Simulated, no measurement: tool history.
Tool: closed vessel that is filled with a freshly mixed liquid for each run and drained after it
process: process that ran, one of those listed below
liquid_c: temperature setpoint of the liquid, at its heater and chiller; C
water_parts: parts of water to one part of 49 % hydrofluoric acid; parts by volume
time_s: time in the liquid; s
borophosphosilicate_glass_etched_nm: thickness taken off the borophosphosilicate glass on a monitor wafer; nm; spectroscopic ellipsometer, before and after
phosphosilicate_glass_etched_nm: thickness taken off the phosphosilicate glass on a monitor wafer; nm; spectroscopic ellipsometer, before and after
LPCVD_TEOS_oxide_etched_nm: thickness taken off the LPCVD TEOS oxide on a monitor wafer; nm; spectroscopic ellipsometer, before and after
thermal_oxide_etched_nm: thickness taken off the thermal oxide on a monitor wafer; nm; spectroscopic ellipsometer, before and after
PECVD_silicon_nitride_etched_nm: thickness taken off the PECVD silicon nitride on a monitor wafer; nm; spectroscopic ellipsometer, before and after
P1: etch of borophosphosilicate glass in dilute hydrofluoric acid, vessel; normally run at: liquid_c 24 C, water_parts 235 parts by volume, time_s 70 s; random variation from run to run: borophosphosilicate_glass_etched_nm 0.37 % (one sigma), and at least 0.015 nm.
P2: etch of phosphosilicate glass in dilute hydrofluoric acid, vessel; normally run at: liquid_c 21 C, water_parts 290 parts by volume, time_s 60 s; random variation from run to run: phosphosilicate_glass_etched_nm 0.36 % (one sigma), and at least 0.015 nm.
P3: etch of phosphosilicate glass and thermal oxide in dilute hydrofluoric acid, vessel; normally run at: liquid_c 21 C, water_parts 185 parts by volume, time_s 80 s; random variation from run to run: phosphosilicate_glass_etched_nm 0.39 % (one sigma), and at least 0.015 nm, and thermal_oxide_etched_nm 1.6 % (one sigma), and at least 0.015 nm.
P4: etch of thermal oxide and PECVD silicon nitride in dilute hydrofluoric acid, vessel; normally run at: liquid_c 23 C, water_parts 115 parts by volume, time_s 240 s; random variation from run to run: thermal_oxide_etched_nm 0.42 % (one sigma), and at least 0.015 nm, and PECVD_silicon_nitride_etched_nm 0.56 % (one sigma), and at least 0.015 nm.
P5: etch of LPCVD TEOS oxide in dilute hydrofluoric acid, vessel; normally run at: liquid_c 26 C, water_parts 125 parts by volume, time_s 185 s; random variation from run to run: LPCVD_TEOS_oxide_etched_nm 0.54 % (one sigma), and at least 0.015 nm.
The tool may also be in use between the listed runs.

run,hour,process,liquid_c,water_parts,time_s,borophosphosilicate_glass_etched_nm,phosphosilicate_glass_etched_nm,LPCVD_TEOS_oxide_etched_nm,thermal_oxide_etched_nm,PECVD_silicon_nitride_etched_nm
1,4.1,P1,24,235,70,9.8648,,,,
2,7.7,P1,24,235,40,5.679,,,,
3,13,P2,21,290,60,,13.398,,,
4,20.2,P5,26,125,185,,,49.236,,
5,24.3,P1,24,235,70,9.9089,,,,
6,30.8,P1,24,355,70,5.8534,,,,
7,35.8,P1,19,235,70,8.2131,,,,
8,41.4,P1,28.5,235,70,11.621,,,,
9,48.3,P4,23,115,475,,,,18.42,10.653
10,53.6,P3,26.5,185,80,,46.004,,2.0564,
11,58.6,P1,24,75,120,64.421,,,,
12,62.4,P1,24,235,70,9.8993,,,,
13,67.1,P2,21,135,60,,33.664,,,
14,73.5,P1,24,235,125,17.679,,,,
15,77,P4,23,115,240,,,,9.3875,5.33
16,80.9,P3,21,300,80,,20.515,,0.91058,
17,84.7,P5,26,125,345,,,92.864,,
18,91.2,P4,18.5,115,240,,,,7.7886,3.9208
19,94.7,P1,24,60,70,47.379,,,,
20,102.3,P2,21,290,60,,13.428,,,
21,105.6,P1,24,235,70,9.946,,,,
22,111.9,P2,17,290,60,,11.54,,,
23,118.1,P1,17,370,70,4.3016,,,,
24,123.6,P5,26,45,185,,,152.91,,
25,127.7,P1,30,410,70,5.7738,,,,
26,134.6,P3,21,185,80,,37.389,,1.6565,
27,140.4,P2,21,290,30,,6.7295,,,
28,146.8,P3,21,185,80,,37.535,,1.6768,
29,151.9,P4,23,180,240,,,,5.5627,3.4008
30,159.2,P3,21,185,165,,77.405,,3.3669,
31,166,P5,18,125,185,,,35.959,,
32,170.5,P1,24,235,70,9.9195,,,,
33,174.8,P1,24,235,70,9.6814,,,,
34,178.5,P1,24,235,70,9.518,,,,
35,182.1,P1,24,235,70,9.5073,,,,
36,185.6,P1,24,235,70,9.4068,,,,
37,191.2,P1,24,235,70,9.2647,,,,
38,196.4,P1,24,235,70,9.2202,,,,
39,201.2,P1,24,235,70,9.1979,,,,
40,205.8,P1,24,235,70,9.1521,,,,
41,210.9,P1,24,235,70,9.1993,,,,
42,216.1,P1,24,235,70,9.1182,,,,

What P1 gives has crept away from where it was. These 2 causes fit the log equally well, each at the size given:
A: liquid colder than its thermometer reads (K) = 2.12
B: hydrofluoric acid flow below the setpoint (%) = 6.02
The creep began at about hour 170.5.

4 check runs are offered, one wafer each, their results left as question marks. Which one tells the causes apart?
check 1,221.3,P2,21,290,60,,?,,,
check 2,221.3,P5,26,125,185,,,?,,
check 3,221.3,P3,21,185,80,,?,,?,
check 4,221.3,P4,23,115,240,,,,?,?

What each check would give under each cause:
check,result,if A,if B
check 1,phosphosilicate_glass_etched_nm,12.407,12.392
check 2,LPCVD_TEOS_oxide_etched_nm,45.622,46.069
check 3,phosphosilicate_glass_etched_nm,34.456,34.752
check 3,thermal_oxide_etched_nm,1.5177,1.5308
check 4,thermal_oxide_etched_nm,8.5982,8.7193
check 4,PECVD_silicon_nitride_etched_nm,4.6555,5.0434
How far apart the two closest causes lie, in the result that separates them most: check 1 0.12 %; check 2 0.98 %; check 3 0.85 %; check 4 8 %
Only check 4 tells the causes apart: in the others they would give nearly the same result.

Check 4 was then run and gave: thermal_oxide_etched_nm 8.7148 nm; PECVD_silicon_nitride_etched_nm 5.0888 nm. Which cause is it?

It is B: hydrofluoric acid flow below the setpoint (%).
